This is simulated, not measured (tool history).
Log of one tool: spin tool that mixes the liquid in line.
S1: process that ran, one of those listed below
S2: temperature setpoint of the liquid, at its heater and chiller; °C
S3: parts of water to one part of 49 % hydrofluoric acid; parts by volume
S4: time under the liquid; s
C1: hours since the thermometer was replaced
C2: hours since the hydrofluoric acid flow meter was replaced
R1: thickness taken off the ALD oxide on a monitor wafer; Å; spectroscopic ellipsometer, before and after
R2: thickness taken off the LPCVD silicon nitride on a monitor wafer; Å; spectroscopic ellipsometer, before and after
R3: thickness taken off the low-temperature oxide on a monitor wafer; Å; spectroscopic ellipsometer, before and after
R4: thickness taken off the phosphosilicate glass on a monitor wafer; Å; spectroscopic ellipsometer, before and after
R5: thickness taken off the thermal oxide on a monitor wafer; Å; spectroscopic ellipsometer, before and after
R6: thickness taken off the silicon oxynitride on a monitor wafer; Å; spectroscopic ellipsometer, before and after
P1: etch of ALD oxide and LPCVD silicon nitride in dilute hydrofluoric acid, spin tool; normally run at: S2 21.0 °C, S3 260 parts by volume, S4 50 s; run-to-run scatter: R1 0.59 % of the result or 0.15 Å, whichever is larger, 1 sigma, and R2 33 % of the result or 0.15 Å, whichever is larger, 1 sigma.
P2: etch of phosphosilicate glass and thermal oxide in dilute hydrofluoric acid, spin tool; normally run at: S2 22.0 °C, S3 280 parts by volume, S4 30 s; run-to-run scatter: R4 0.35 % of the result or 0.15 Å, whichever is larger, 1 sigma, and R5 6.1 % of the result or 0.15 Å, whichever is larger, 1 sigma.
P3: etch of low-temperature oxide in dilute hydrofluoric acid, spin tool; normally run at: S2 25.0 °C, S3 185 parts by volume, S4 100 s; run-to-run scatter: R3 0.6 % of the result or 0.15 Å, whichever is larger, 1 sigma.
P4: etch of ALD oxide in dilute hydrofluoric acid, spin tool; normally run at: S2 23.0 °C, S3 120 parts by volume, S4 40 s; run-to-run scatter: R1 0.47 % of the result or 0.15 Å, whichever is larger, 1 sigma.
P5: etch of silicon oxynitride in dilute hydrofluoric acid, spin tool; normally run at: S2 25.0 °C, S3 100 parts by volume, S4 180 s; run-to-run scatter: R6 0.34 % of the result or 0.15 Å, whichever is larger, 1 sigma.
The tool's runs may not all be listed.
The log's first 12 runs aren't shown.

| run | hour | S1 | S2 | S3 | S4 | C1 | C2 | R1 | R2 | R3 | R4 | R5 | R6 |
|---|---|---|---|---|---|---|---|---|---|---|---|---|---|
| 13 | 117.1 | P1 | 21.0 | 260 | 50 | 405.8 | 1005.7 | 46.990 | 0.23844 |  |  |  |  |
| 14 | 128.0 | P1 | 25.0 | 260 | 50 | 416.7 | 1016.6 | 54.180 | 1.27500 |  |  |  |  |
| 15 | 139.5 | P2 | 22.0 | 280 | 55 | 428.2 | 1028.1 |  |  |  | 106.500 | 6.3298 |  |
| 16 | 146.8 | P3 | 25.0 | 80 | 100 | 435.5 | 1035.4 |  |  | 146.950 |  |  |  |
| 17 | 155.9 | P4 | 23.0 | 120 | 65 | 444.6 | 1044.5 | 79.772 |  |  |  |  |  |
| 18 | 167.2 | P4 | 28.5 | 120 | 40 | 455.9 | 1055.8 | 60.812 |  |  |  |  |  |
| 19 | 177.7 | P1 | 21.0 | 55 | 50 | 466.4 | 1066.3 | 278.660 | 2.51530 |  |  |  |  |
| 20 | 187.8 | P4 | 23.0 | 120 | 40 | 476.5 | 1076.4 | 48.692 |  |  |  |  |  |
| 21 | 194.7 | P1 | 21.0 | 260 | 75 | 483.4 | 1083.3 | 71.275 | 0.64130 |  |  |  |  |
| 22 | 202.5 | P1 | 27.0 | 155 | 50 | 491.2 | 1091.1 | 109.650 | 2.73410 |  |  |  |  |
| 23 | 213.6 | P3 | 25.0 | 185 | 100 | 502.3 | 1102.2 |  |  | 56.102 |  |  |  |
| 24 | 225.2 | P1 | 17.0 | 260 | 50 | 513.9 | 1113.8 | 41.067 | 0.56944 |  |  |  |  |
| 25 | 234.7 | P1 | 21.0 | 260 | 50 | 523.4 | 1123.3 | 47.209 | 0.96811 |  |  |  |  |
| 26 | 240.5 | P1 | 21.0 | 375 | 50 | 529.2 | 1129.1 | 29.698 | 0.11784 |  |  |  |  |
| 27 | 248.9 | P2 | 29.0 | 280 | 30 | 537.6 | 1137.5 |  |  |  | 73.369 | 4.5845 |  |
| 28 | 257.5 | P5 | 17.0 | 100 | 180 | 546.2 | 1146.1 |  |  |  |  |  | 46.648 |
| 29 | 263.3 | P2 | 22.0 | 280 | 30 | 552.0 | 1151.9 |  |  |  | 58.423 | 3.9029 |  |

Forecast run 30:
| 30 | 272.2 | P1 | 27.5 | 260 | 90 | 560.9 | 1160.8 | ? | ? |  |  |  |  |

Run 30 gave R1 106.370 Å, R2 0.94887 Å.
